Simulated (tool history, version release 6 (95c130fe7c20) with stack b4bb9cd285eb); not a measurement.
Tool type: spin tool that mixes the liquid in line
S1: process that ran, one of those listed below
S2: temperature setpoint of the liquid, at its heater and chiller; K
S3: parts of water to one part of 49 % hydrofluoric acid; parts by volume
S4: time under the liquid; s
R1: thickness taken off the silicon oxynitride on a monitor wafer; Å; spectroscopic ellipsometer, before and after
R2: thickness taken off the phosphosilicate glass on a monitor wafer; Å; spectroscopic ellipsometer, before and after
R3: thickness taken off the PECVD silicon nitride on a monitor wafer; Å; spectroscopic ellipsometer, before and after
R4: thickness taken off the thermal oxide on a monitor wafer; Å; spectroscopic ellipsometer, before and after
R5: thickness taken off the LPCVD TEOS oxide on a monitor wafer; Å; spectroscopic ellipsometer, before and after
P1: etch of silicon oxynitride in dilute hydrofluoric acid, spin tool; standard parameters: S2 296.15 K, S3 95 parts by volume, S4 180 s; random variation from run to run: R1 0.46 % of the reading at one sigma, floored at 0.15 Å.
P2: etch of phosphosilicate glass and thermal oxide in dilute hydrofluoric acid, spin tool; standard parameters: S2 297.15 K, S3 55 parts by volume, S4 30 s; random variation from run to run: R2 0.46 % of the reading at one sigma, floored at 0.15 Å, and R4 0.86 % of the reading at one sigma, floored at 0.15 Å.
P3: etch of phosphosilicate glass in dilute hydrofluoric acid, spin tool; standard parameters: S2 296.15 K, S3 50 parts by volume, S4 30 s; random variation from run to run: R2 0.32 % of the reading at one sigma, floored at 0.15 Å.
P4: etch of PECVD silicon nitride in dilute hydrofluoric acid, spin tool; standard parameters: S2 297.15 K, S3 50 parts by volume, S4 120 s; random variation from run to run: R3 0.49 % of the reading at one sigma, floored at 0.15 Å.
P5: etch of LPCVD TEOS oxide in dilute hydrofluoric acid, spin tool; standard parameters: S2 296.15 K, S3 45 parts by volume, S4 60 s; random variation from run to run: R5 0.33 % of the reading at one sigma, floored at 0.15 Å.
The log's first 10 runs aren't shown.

Run 11, hour 72.9: S1 P3, S2 300.15 K, S3 50 parts by volume, S4 30 s. Result: R2 1122.3 Å.
Run 12, hour 82.3: S1 P5, S2 296.15 K, S3 45 parts by volume, S4 15 s. Result: R5 58.506 Å.
Run 13, hour 89.8: S1 P1, S2 296.15 K, S3 130 parts by volume, S4 180 s. Result: R1 38.968 Å.
At hour 98: hydrofluoric acid flow meter replaced.
Run 14, hour 98: S1 P1, S2 296.15 K, S3 95 parts by volume, S4 180 s. Result: R1 55.367 Å.
Run 15, hour 102.5: S1 P1, S2 296.15 K, S3 95 parts by volume, S4 330 s. Result: R1 101.02 Å.
Run 16, hour 107.3: S1 P5, S2 296.15 K, S3 30 parts by volume, S4 60 s. Result: R5 357.99 Å.
Run 17, hour 115.8: S1 P2, S2 291.65 K, S3 55 parts by volume, S4 30 s. Result: R2 330.81 Å, R4 21.961 Å.
Run 18, hour 123.3: S1 P1, S2 296.15 K, S3 50 parts by volume, S4 180 s. Result: R1 108.49 Å.
Run 19, hour 130.3: S1 P1, S2 296.15 K, S3 95 parts by volume, S4 180 s. Result: R1 55.81 Å.
Run 20, hour 138.8: S1 P3, S2 296.15 K, S3 50 parts by volume, S4 30 s. Result: R2 951.7 Å.
Run 21, hour 145: S1 P5, S2 296.15 K, S3 45 parts by volume, S4 60 s. Result: R5 232.65 Å.
Run 22, hour 153.4: S1 P1, S2 301.15 K, S3 95 parts by volume, S4 70 s. Result: R1 27.377 Å.
Run 23, hour 160.4: S1 P1, S2 302.65 K, S3 95 parts by volume, S4 180 s. Result: R1 74.704 Å.
Run 24, hour 165.3: S1 P2, S2 297.15 K, S3 55 parts by volume, S4 60 s. Result: R2 830.85 Å, R4 55.801 Å.
Run 25, hour 174.8: S1 P1, S2 296.15 K, S3 95 parts by volume, S4 35 s. Result: R1 11.016 Å.
Run 26, hour 184.3: S1 P5, S2 290.15 K, S3 45 parts by volume, S4 60 s. Result: R5 179.53 Å.
Run 27, hour 191.8: S1 P4, S2 297.15 K, S3 20 parts by volume, S4 120 s. Result: R3 330.64 Å.

Run 28, settings as shown, results not yet in. Your forecast:
Run 28, hour 201.6: S1 P1, S2 296.15 K, S3 95 parts by volume, S4 180 s. Result: R1 ?.

For run 28 the tool returned R1 54.936 Å.
